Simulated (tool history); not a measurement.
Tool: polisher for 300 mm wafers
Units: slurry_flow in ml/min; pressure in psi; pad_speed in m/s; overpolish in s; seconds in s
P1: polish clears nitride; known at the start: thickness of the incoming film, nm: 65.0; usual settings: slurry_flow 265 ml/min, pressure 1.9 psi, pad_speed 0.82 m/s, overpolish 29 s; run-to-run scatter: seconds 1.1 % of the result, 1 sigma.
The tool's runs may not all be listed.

run   hour  slurry_flow  pressure  pad_speed  overpolish  wafers polished on this pad  hours since the slurry nozzle was cleaned  hours since the head pressure was calibrated  seconds
  1    6.7          265       1.9       0.82          29                          518                                      206.1                                         790.7   139.92
  2   13.9          265       1.9       1.22          29                          569                                      213.3                                         797.9   93.982
      17.1  -- slurry nozzle cleaned
  3   19.6          265       1.9       0.44          49                          610                                        2.6                                         803.6   262.43
  4   24.8          265       1.9       0.82          29                          648                                        7.8                                         808.8   136.93
  5   32.2          265         3       0.82          29                          701                                       15.2                                         816.2   89.305
  6   40.4          265       1.9       0.82          51                          760                                       23.4                                         824.4   140.35
  7   47.2          265       2.8       0.82           9                          809                                       30.2                                         831.2   92.838
  8   53.8          265       1.9       0.82           9                          856                                       36.8                                         837.8   140.67
  9     59          335       1.9       0.82          29                          893                                         42                                           843   136.13
 10   67.8          265         3       0.82          47                          956                                       50.8                                         851.8   88.369
 11   75.9          265       1.9       0.82          29                         1015                                       58.9                                         859.9   140.31
 12   83.5          265       1.9       0.38          29                         1069                                       66.5                                         867.5   299.24
 13   87.4          265       0.9       0.82          29                         1097                                       70.4                                         871.4   294.16
 14   94.2          265       1.9       0.82          29                         1146                                       77.2                                         878.2   141.31
 15   99.9          160       1.9       0.82          29                         1187                                       82.9                                         883.9   146.92
 16  106.7          265       1.9       0.82          29                         1236                                       89.7                                         890.7   138.42
 17  114.3          265       1.9       0.82          29                         1290                                       97.3                                         898.3   140.12
 18    123          265       1.9       0.82          29                         1353                                        106                                           907   139.67
 19    131          265       1.9       0.82          29                         1410                                        114                                           915   142.26
 20  136.4          265       1.9       0.82          29                         1449                                      119.4                                         920.4   142.38
 21  144.3          265       1.9       0.82          29                         1506                                      127.3                                         928.3    143.6
 22  148.4          265       1.9       0.82          29                         1535                                      131.4                                         932.4   146.96
 23  154.8          265       1.9       0.82          29                         1581                                      137.8                                         938.8   148.42
 24  163.3          265       1.9       0.82          29                         1642                                      146.3                                         947.3   146.23
 25  167.7          265       1.9       0.82          29                         1674                                      150.7                                         951.7    148.4
     170.5  -- head pressure recalibrated
 26  171.7          265       1.9       0.82          29                         1703                                      154.7                                           1.3   147.96
 27  180.4          265       1.9       0.82          29                         1765                                      163.4                                            10   147.32
 28  188.4          265       1.9       0.82          29                         1822                                      171.4                                            18   144.41

What P1 gives has crept away from where it was. These 2 causes fit the log equally well, each at the size given:
A: removal rate lost through wear of the pad, % = 5.57
B: slurry flow missing at the pad, % = 36.5
The creep began at about hour 123.
Why every other cause is out:
head's pressure below its setpoint, %: serviced at hour 170.5, which brought nothing back

4 check runs are offered, each on 5 wafers whose results are averaged, their results left as question marks. Which one tells the causes apart?
check 1  196.4          265       1.9       1.14          29                                                                                                                              ?
check 2  196.4          160       1.9       1.06          29                                                                                                                              ?
check 3  196.4          265       1.9       1.04          14                                                                                                                              ?
check 4  196.4          265       1.9       0.44           9                                                                                                                              ?

What each check would give under each cause:
  check   result    if A    if B
check 1  seconds  106.01     106
check 2  seconds  121.69  125.89
check 3  seconds   116.2  116.19
check 4  seconds  274.66  274.63
How far apart the two closest causes lie, in the result that separates them most: check 1 0.01 %; check 2 3.4 %; check 3 0.01 %; check 4 0.01 %
Only check 2 tells the causes apart: in the others they would give nearly the same result.

Then check 2 was run and gave: seconds 125.95 s. Which cause is it?

It is B: slurry flow missing at the pad, %.
